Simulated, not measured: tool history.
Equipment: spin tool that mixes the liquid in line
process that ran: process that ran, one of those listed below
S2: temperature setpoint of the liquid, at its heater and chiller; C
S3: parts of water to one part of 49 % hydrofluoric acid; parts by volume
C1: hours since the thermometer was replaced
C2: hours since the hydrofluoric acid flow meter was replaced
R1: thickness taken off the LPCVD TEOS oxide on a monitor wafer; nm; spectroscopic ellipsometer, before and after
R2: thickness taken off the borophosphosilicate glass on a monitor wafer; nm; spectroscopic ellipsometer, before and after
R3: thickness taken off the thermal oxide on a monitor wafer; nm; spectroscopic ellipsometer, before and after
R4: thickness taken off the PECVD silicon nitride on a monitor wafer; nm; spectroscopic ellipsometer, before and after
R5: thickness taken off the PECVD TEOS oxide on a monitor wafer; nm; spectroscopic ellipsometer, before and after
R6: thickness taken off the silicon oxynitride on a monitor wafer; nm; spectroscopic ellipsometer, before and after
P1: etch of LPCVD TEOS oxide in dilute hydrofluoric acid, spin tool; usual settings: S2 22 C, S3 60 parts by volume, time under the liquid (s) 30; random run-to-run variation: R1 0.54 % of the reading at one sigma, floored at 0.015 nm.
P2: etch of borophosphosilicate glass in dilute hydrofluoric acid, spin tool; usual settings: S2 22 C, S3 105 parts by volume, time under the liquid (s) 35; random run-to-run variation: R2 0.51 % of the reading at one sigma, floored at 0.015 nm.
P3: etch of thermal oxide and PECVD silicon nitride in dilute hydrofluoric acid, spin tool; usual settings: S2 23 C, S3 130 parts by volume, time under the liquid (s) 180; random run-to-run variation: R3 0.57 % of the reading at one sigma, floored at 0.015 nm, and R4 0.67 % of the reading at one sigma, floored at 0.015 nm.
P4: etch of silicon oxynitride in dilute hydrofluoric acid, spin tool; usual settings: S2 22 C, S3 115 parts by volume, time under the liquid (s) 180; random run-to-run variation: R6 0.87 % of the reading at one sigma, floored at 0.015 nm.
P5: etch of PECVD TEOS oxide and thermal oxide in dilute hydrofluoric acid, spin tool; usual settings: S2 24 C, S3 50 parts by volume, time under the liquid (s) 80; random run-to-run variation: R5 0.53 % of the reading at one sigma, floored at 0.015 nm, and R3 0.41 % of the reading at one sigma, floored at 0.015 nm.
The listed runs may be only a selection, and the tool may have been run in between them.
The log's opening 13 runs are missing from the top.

Run 14, hour 110.9: process that ran P4, S2 22 C, S3 115 parts by volume, time under the liquid (s) 180; C1 618.5; C2 247.1. Result: R6 2.5622 nm.
Run 15, hour 116.4: process that ran P3, S2 23 C, S3 130 parts by volume, time under the liquid (s) 180; C1 624; C2 252.6. Result: R3 5.664 nm, R4 4.4416 nm.
Run 16, hour 123.8: process that ran P2, S2 22 C, S3 105 parts by volume, time under the liquid (s) 35; C1 631.4; C2 260. Result: R2 26.289 nm.
Run 17, hour 133.9: process that ran P3, S2 23 C, S3 130 parts by volume, time under the liquid (s) 180; C1 641.5; C2 270.1. Result: R3 5.6871 nm, R4 4.4911 nm.
Run 18, hour 139.9: process that ran P1, S2 22 C, S3 85 parts by volume, time under the liquid (s) 30; C1 647.5; C2 276.1. Result: R1 6.6748 nm.
Run 19, hour 146.9: process that ran P1, S2 22 C, S3 20 parts by volume, time under the liquid (s) 30; C1 654.5; C2 283.1. Result: R1 30.792 nm.
Run 20, hour 157.8: process that ran P2, S2 17.5 C, S3 105 parts by volume, time under the liquid (s) 35; C1 665.4; C2 294. Result: R2 21.822 nm.
Run 21, hour 167: process that ran P1, S2 22 C, S3 60 parts by volume, time under the liquid (s) 15; C1 674.6; C2 303.2. Result: R1 4.8289 nm.
Run 22, hour 174: process that ran P3, S2 23 C, S3 130 parts by volume, time under the liquid (s) 65; C1 681.6; C2 310.2. Result: R3 1.9988 nm, R4 1.598 nm.
Run 23, hour 183.9: process that ran P1, S2 22 C, S3 105 parts by volume, time under the liquid (s) 15; C1 691.5; C2 320.1. Result: R1 2.6185 nm.
Run 24, hour 193.4: process that ran P4, S2 18 C, S3 115 parts by volume, time under the liquid (s) 180; C1 701; C2 329.6. Result: R6 2.1452 nm.
Run 25, hour 202.9: process that ran P5, S2 24 C, S3 50 parts by volume, time under the liquid (s) 140; C1 710.5; C2 339.1. Result: R3 13.398 nm, R5 43.402 nm.
Run 26, hour 211.1: process that ran P5, S2 31 C, S3 50 parts by volume, time under the liquid (s) 80; C1 718.7; C2 347.3. Result: R3 10.202 nm, R5 33.076 nm.
Run 27, hour 217.7: process that ran P5, S2 24 C, S3 80 parts by volume, time under the liquid (s) 80; C1 725.3; C2 353.9. Result: R3 4.6297 nm, R5 14.956 nm.
Run 28, hour 226.8: process that ran P4, S2 22 C, S3 70 parts by volume, time under the liquid (s) 180; C1 734.4; C2 363. Result: R6 4.3722 nm.
Run 29, hour 238.1: process that ran P1, S2 17 C, S3 60 parts by volume, time under the liquid (s) 30; C1 745.7; C2 374.3. Result: R1 7.8937 nm.
Run 30, hour 247.6: process that ran P1, S2 30 C, S3 60 parts by volume, time under the liquid (s) 30; C1 755.2; C2 383.8. Result: R1 13.458 nm.
Run 31, hour 255.1: process that ran P1, S2 22 C, S3 60 parts by volume, time under the liquid (s) 30; C1 762.7; C2 391.3. Result: R1 9.7298 nm.
Run 32, hour 261: process that ran P2, S2 22 C, S3 55 parts by volume, time under the liquid (s) 35; C1 768.6; C2 397.2. Result: R2 52.686 nm.
Run 33, hour 269.3: process that ran P1, S2 22 C, S3 60 parts by volume, time under the liquid (s) 30; C1 776.9; C2 405.5. Result: R1 9.718 nm.
Run 34, hour 274.9: process that ran P1, S2 22 C, S3 60 parts by volume, time under the liquid (s) 30; C1 782.5; C2 411.1. Result: R1 9.8917 nm.
Run 35, hour 284: process that ran P1, S2 22 C, S3 60 parts by volume, time under the liquid (s) 30; C1 791.6; C2 420.2. Result: R1 10.294 nm.
Run 36, hour 292.2: process that ran P1, S2 22 C, S3 60 parts by volume, time under the liquid (s) 30; C1 799.8; C2 428.4. Result: R1 10.171 nm.

Run 37 is up next; what results do you expect?
Run 37, hour 299.6: process that ran P1, S2 22 C, S3 60 parts by volume, time under the liquid (s) 30; C1 807.2; C2 435.8. Result: R1 ?.

Run 37 yielded R1 10.304 nm.
